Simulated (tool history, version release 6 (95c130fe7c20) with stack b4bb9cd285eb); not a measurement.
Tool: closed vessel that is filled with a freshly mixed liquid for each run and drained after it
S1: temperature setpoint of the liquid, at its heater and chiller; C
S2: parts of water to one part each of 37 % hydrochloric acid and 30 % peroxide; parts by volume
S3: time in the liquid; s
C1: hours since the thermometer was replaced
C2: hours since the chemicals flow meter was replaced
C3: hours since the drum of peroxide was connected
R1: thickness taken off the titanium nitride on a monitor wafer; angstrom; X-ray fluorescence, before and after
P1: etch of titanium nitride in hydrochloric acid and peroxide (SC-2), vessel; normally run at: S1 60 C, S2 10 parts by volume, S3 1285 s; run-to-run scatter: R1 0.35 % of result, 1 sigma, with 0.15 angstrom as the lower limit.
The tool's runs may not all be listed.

run,hour,S1,S2,S3,C1,C2,C3,R1
1,5.4,60,10,1285,373.7,288.2,522.2,482.18
2,9,60,10,1285,377.3,291.8,525.8,483.56
3,11.4,60,10,2190,379.7,294.2,528.2,817.79
4,14.3,60,10,210,382.6,297.1,531.1,78.473
5,19,72,10,2420,387.3,301.8,535.8,1869.9
# hour 23: thermometer replaced
6,23.5,72,10,1285,0.5,306.3,540.3,996.96
7,28.4,60,10,1285,5.4,311.2,545.2,482.77
8,33.6,60,14,1285,10.6,316.4,550.4,362.49
9,36.1,60,4,1285,13.1,318.9,552.9,961.16
10,40.9,46,10,1285,17.9,323.7,557.7,192.42
11,45.1,60,10,1285,22.1,327.9,561.9,484.72
12,50.5,60,10,1285,27.5,333.3,567.3,477.77
13,53.6,60,10,1285,30.6,336.4,570.4,481.62
14,57.3,60,10,1285,34.3,340.1,574.1,480.51
15,61.4,60,10,1285,38.4,344.2,578.2,481.87
16,66.6,60,10,1285,43.6,349.4,583.4,498.37
17,69.2,60,10,1285,46.2,352,586,500.61
18,73.5,60,10,1285,50.5,356.3,590.3,511.92
19,77.1,60,10,1285,54.1,359.9,593.9,514.17
20,79.8,60,10,1285,56.8,362.6,596.6,517.87
21,84.7,60,10,1285,61.7,367.5,601.5,516.22
22,88.5,60,10,1285,65.5,371.3,605.3,519.14
23,93.8,60,10,1285,70.8,376.6,610.6,517.68

Compared with where it was, what P1 gives has crept away. Each cause listed below fits the log as well as the rest, at the size given for it:
A: liquid hotter than its thermometer reads (K) = 1.22
B: chemicals flow above the setpoint (%) = 9.58
Creep in the process output first set in at about hour 61.4.
Every other cause this tool's parts could produce, and why it does not fit the log:
peroxide weaker than its label (%): can reach only 8, and even then R1 would move by -7.4 %, too little or the wrong way

Which of the 4 check runs listed below, each an average over 2 wafers with its results shown as question marks, gives clearly different results under the different listed causes?
check 1,99.1,69,10,450,,,,?
check 2,99.1,71,10,1285,,,,?
check 3,99.1,69.5,10,570,,,,?
check 4,99.1,48,4,1285,,,,?

Check results expected under each cause:
check,result,if A,if B
check 1,R1,313.61,314.65
check 2,R1,1007.1,1011.3
check 3,R1,409.12,410.57
check 4,R1,478.01,467.63
How far apart the two closest causes lie, in the result that separates them most: check 1 0.33 %; check 2 0.42 %; check 3 0.35 %; check 4 2.19 %
Of the check runs offered, only check 4 discriminates between the causes; the rest would read about the same regardless of which cause applies.

Here is what check 4 returned: R1 479.91 angstrom. Which cause is it?

The correct cause is A, namely: liquid hotter than its thermometer reads (K).
